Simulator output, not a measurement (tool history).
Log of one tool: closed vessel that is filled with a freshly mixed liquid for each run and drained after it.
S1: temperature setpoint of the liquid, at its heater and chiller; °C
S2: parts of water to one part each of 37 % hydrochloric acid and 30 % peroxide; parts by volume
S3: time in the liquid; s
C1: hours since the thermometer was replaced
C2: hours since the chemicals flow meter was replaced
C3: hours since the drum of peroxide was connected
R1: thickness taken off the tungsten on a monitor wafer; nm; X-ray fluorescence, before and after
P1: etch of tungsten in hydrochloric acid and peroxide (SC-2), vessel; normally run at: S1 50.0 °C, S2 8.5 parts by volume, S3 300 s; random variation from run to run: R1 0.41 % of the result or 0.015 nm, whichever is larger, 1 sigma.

run   hour    S1    S2   S3     C1      C2     C3        R1
  1   10.3  50.0   8.5  300  908.5   754.7  320.3   52.6400
  2   18.4  50.0   8.5  300  916.6   762.8  328.4   52.6930
      23.5  -- thermometer replaced
  3   32.0  50.0   8.5   30    8.5   776.4  342.0    5.2465
  4   43.3  50.0   4.0  300   19.8   787.7  353.3   92.0300
  5   50.3  50.0   8.5  300   26.8   794.7  360.3   52.5010
  6   62.1  50.0   8.5  300   38.6   806.5  372.1   53.1190
  7   73.0  50.0   8.5  600   49.5   817.4  383.0  105.0700
  8   84.3  66.0   8.5  300   60.8   828.7  394.3  144.7000
  9   93.9  62.5   8.5   95   70.4   838.3  403.9   37.4890
 10  100.5  50.0  12.0  300   77.0   844.9  410.5   39.3320
 11  112.5  50.0   8.5  300   89.0   856.9  422.5   52.5680
 12  123.5  35.0   8.5  300  100.0   867.9  433.5   18.4350
 13  137.1  50.0   8.5  300  113.6   881.5  447.1   52.7710
 14  149.9  50.0   8.5  300  126.4   894.3  459.9   51.1850
 15  158.9  50.0   8.5  300  135.4   903.3  468.9   50.1390
 16  170.6  50.0   8.5  300  147.1   915.0  480.6   50.2410
 17  179.6  50.0   8.5  300  156.1   924.0  489.6   49.5770
     192.9  -- new drum of peroxide connected
 18  193.9  50.0   8.5  300  170.4   938.3    1.0   48.9980
 19  204.2  50.0   8.5  300  180.7   948.6   11.3   49.1590
 20  218.3  50.0   8.5  300  194.8   962.7   25.4   49.0890
 21  231.3  50.0   8.5  300  207.8   975.7   38.4   48.5790
 22  239.0  50.0   8.5  300  215.5   983.4   46.1   48.7590
 23  249.9  50.0   8.5  300  226.4   994.3   57.0   48.4950
 24  258.4  50.0   8.5  300  234.9  1002.8   65.5   48.8830

What P1 gives has crept away from where it was. These 2 causes fit the log equally well, each at the size given:
A: chemicals flow below the setpoint (%) = 9.17
B: liquid colder than its thermometer reads (K) = 1.18
The creep began at about hour 137.1.
Why every other cause is out:
peroxide weaker than its label (%): serviced at hour 192.9, which brought nothing back

4 check runs are offered, each on 2 wafers whose results are averaged, their results left as question marks. Which one tells the causes apart?
check 1  266.9  36.0  4.0  300               ?
check 2  266.9  63.0  8.5   30               ?
check 3  266.9  64.5  8.5   90               ?
check 4  266.9  60.0  8.5  300               ?

What each check would give under each cause:
  check  result     if A     if B
check 1      R1  32.5510  31.8700
check 2      R1  11.2030  11.2660
check 3      R1  36.8500  37.0800
check 4      R1  92.9710  93.3680
How far apart the two closest causes lie, in the result that separates them most: check 1 2.11 %; check 2 0.56 %; check 3 0.62 %; check 4 0.43 %
Only check 1 tells the causes apart: in the others they would give nearly the same result.

Check 1 was then run and gave: R1 32.0270 nm. Which cause is it?

It is B: liquid colder than its thermometer reads (K).
